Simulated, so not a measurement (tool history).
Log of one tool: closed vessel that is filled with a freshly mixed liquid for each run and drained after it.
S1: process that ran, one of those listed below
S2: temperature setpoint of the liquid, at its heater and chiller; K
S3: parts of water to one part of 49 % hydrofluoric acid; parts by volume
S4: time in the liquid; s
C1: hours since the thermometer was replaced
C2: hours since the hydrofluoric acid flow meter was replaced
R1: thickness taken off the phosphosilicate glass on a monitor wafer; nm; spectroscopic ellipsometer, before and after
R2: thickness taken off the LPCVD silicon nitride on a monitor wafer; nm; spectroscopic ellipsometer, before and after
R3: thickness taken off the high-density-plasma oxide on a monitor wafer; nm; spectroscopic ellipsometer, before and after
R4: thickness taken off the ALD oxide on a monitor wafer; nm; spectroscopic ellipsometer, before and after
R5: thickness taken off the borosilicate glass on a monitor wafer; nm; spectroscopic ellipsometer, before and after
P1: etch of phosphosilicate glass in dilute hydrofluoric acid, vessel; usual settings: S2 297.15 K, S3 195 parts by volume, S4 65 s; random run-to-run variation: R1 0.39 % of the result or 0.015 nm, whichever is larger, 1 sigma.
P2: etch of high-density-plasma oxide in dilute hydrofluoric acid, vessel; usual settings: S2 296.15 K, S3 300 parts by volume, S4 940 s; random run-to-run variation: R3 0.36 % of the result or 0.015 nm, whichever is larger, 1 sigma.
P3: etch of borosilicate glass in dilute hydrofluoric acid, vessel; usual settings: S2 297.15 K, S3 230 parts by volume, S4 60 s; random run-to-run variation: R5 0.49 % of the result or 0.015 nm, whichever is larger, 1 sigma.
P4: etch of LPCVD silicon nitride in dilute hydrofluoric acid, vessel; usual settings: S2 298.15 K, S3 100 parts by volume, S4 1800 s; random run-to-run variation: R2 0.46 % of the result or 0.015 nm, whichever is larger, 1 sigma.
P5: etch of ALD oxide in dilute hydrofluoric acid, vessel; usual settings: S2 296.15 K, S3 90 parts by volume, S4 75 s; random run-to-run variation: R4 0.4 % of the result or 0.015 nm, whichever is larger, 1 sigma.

{"run": 1, "day": 0.45, "S1": "P1", "S2": 297.15, "S3": 195, "S4": 65, "C1": 2275.2, "C2": 928.9, "R1": 18.286}
{"run": 2, "day": 1.029, "S1": "P4", "S2": 298.15, "S3": 100, "S4": 1800, "C1": 2289.1, "C2": 942.8, "R2": 9.6268}
{"run": 3, "day": 1.354, "S1": "P1", "S2": 297.15, "S3": 35, "S4": 65, "C1": 2296.9, "C2": 950.6, "R1": 123.1}
{"run": 4, "day": 1.662, "S1": "P1", "S2": 297.15, "S3": 315, "S4": 65, "C1": 2304.3, "C2": 958, "R1": 10.09}
{"run": 5, "day": 2.271, "S1": "P1", "S2": 304.15, "S3": 195, "S4": 65, "C1": 2318.9, "C2": 972.6, "R1": 23.467}
{"run": 6, "day": 2.742, "S1": "P2", "S2": 296.15, "S3": 300, "S4": 940, "C1": 2330.2, "C2": 983.9, "R3": 27.424}
{"run": 7, "day": 3.196, "S1": "P5", "S2": 296.15, "S3": 160, "S4": 75, "C1": 2341.1, "C2": 994.8, "R4": 6.1455}
{"run": 8, "day": 3.625, "S1": "P1", "S2": 290.15, "S3": 45, "S4": 65, "C1": 2351.4, "C2": 1005.1, "R1": 70.187}
{"run": 9, "day": 3.996, "S1": "P1", "S2": 297.15, "S3": 195, "S4": 65, "C1": 2360.3, "C2": 1014, "R1": 18.28}
{"run": 10, "day": 4.562, "S1": "P2", "S2": 296.15, "S3": 300, "S4": 1855, "C1": 2373.9, "C2": 1027.6, "R3": 53.952}
{"run": 11, "day": 4.879, "S1": "P1", "S2": 297.15, "S3": 195, "S4": 65, "C1": 2381.5, "C2": 1035.2, "R1": 18.301}
{"run": 12, "day": 5.229, "S1": "P1", "S2": 297.15, "S3": 195, "S4": 105, "C1": 2389.9, "C2": 1043.6, "R1": 29.456}
{"run": 13, "day": 5.654, "S1": "P5", "S2": 296.15, "S3": 90, "S4": 75, "C1": 2400.1, "C2": 1053.8, "R4": 11.984}
{"run": 14, "day": 6.029, "S1": "P1", "S2": 290.15, "S3": 195, "S4": 65, "C1": 2409.1, "C2": 1062.8, "R1": 13.949}
{"run": 15, "day": 6.488, "S1": "P3", "S2": 297.15, "S3": 230, "S4": 60, "C1": 2420.1, "C2": 1073.8, "R5": 7.7524}
{"run": 16, "day": 6.892, "S1": "P4", "S2": 298.15, "S3": 150, "S4": 1800, "C1": 2429.8, "C2": 1083.5, "R2": 6.4013}
{"run": 17, "day": 7.412, "S1": "P2", "S2": 296.15, "S3": 160, "S4": 940, "C1": 2442.3, "C2": 1096, "R3": 59.141}
{"run": 18, "day": 7.996, "S1": "P3", "S2": 297.15, "S3": 230, "S4": 30, "C1": 2456.3, "C2": 1110, "R5": 3.8814}
{"run": 19, "day": 8.421, "S1": "P1", "S2": 294.15, "S3": 195, "S4": 35, "C1": 2466.5, "C2": 1120.2, "R1": 8.7175}
{"run": 20, "day": 8.846, "S1": "P1", "S2": 297.15, "S3": 195, "S4": 65, "C1": 2476.7, "C2": 1130.4, "R1": 18.336}
{"run": 21, "day": 9.129, "S1": "P3", "S2": 297.15, "S3": 385, "S4": 60, "C1": 2483.5, "C2": 1137.2, "R5": 3.9789}
{"run": 22, "day": 9.429, "S1": "P3", "S2": 297.15, "S3": 230, "S4": 60, "C1": 2490.7, "C2": 1144.4, "R5": 7.7524}
{"run": 23, "day": 9.767, "S1": "P4", "S2": 298.15, "S3": 100, "S4": 3615, "C1": 2498.8, "C2": 1152.5, "R2": 19.215}
{"run": 24, "day": 10.354, "S1": "P1", "S2": 297.15, "S3": 195, "S4": 30, "C1": 2512.9, "C2": 1166.6, "R1": 8.4768}
{"run": 25, "day": 10.783, "S1": "P5", "S2": 296.15, "S3": 90, "S4": 30, "C1": 2523.2, "C2": 1176.9, "R4": 4.7973}
{"run": 26, "day": 11.238, "S1": "P4", "S2": 293.15, "S3": 100, "S4": 1800, "C1": 2534.1, "C2": 1187.8, "R2": 6.8589}
{"run": 27, "day": 11.842, "S1": "P5", "S2": 292.15, "S3": 90, "S4": 75, "C1": 2548.6, "C2": 1202.3, "R4": 10.134}
{"run": 28, "day": 12.25, "S1": "P2", "S2": 296.15, "S3": 300, "S4": 940, "C1": 2558.4, "C2": 1212.1, "R3": 27.283}
{"run": 29, "day": 12.783, "S1": "P2", "S2": 303.15, "S3": 300, "S4": 940, "C1": 2571.2, "C2": 1224.9, "R3": 34.688}
{"run": 30, "day": 13.154, "S1": "P1", "S2": 297.15, "S3": 195, "S4": 65, "C1": 2580.1, "C2": 1233.8, "R1": 18.337}
{"run": 31, "day": 13.421, "S1": "P3", "S2": 290.15, "S3": 230, "S4": 60, "C1": 2586.5, "C2": 1240.2, "R5": 5.8726}
{"run": 32, "day": 13.921, "S1": "P1", "S2": 297.15, "S3": 195, "S4": 65, "C1": 2598.5, "C2": 1252.2, "R1": 18.33}
{"run": 33, "day": 14.188, "S1": "P1", "S2": 297.15, "S3": 195, "S4": 65, "C1": 2604.9, "C2": 1258.6, "R1": 18.015}
{"run": 34, "day": 14.675, "S1": "P1", "S2": 297.15, "S3": 195, "S4": 65, "C1": 2616.6, "C2": 1270.3, "R1": 17.555}
{"run": 35, "day": 15.25, "S1": "P1", "S2": 297.15, "S3": 195, "S4": 65, "C1": 2630.4, "C2": 1284.1, "R1": 17.217}
{"run": 36, "day": 15.654, "S1": "P1", "S2": 297.15, "S3": 195, "S4": 65, "C1": 2640.1, "C2": 1293.8, "R1": 17.261}
{"run": 37, "day": 15.95, "S1": "P1", "S2": 297.15, "S3": 195, "S4": 65, "C1": 2647.2, "C2": 1300.9, "R1": 17.007}
{"run": 38, "day": 16.475, "S1": "P1", "S2": 297.15, "S3": 195, "S4": 65, "C1": 2659.8, "C2": 1313.5, "R1": 17.056}
{"run": 39, "day": 16.867, "S1": "P1", "S2": 297.15, "S3": 195, "S4": 65, "C1": 2669.2, "C2": 1322.9, "R1": 16.884}
{"run": 40, "day": 17.133, "S1": "P1", "S2": 297.15, "S3": 195, "S4": 65, "C1": 2675.6, "C2": 1329.3, "R1": 16.989}
{"run": 41, "day": 17.467, "S1": "P1", "S2": 297.15, "S3": 195, "S4": 65, "C1": 2683.6, "C2": 1337.3, "R1": 16.945}
{"run": 42, "day": 17.962, "S1": "P1", "S2": 297.15, "S3": 195, "S4": 65, "C1": 2695.5, "C2": 1349.2, "R1": 16.75}

What P1 gives has crept off from where it sat before. The 2 causes that follow fit the log equally well, each at the size noted:
A: hydrofluoric acid flow below the setpoint (%) = 6.25
B: liquid colder than its thermometer reads (K) = 2.1
The process output started creeping at around day 13.921.

Of the 4 check runs listed below, each run on one wafer and each result written as a question mark, which would let you distinguish the listed causes because they would give clearly different results?
{"run": "check 1", "day": 18.458, "S1": "P2", "S2": 296.15, "S3": 300, "S4": 1585, "R3": "?"}
{"run": "check 2", "day": 18.458, "S1": "P3", "S2": 290.65, "S3": 375, "S4": 60, "R5": "?"}
{"run": "check 3", "day": 18.458, "S1": "P5", "S2": 296.15, "S3": 155, "S4": 50, "R4": "?"}
{"run": "check 4", "day": 18.458, "S1": "P4", "S2": 293.15, "S3": 100, "S4": 1800, "R2": "?"}

Expected result of each check under each candidate cause:
check=check_1 result=R3 if_A=42.536 if_B=42.903
check=check_2 result=R5 if_A=3.0092 if_B=3.0304
check=check_3 result=R4 if_A=3.9535 if_B=3.9306
check=check_4 result=R2 if_A=6.4566 if_B=5.9532
Separation of the two closest causes in each check, using whichever result separates them best: check 1 0.86 %; check 2 0.7 %; check 3 0.58 %; check 4 8.12 %
Only check 4 tells the causes apart: in the others they would give nearly the same result.

Here is what check 4 returned: R2 5.9326 nm. Which cause is it?

It is B: liquid colder than its thermometer reads (K).

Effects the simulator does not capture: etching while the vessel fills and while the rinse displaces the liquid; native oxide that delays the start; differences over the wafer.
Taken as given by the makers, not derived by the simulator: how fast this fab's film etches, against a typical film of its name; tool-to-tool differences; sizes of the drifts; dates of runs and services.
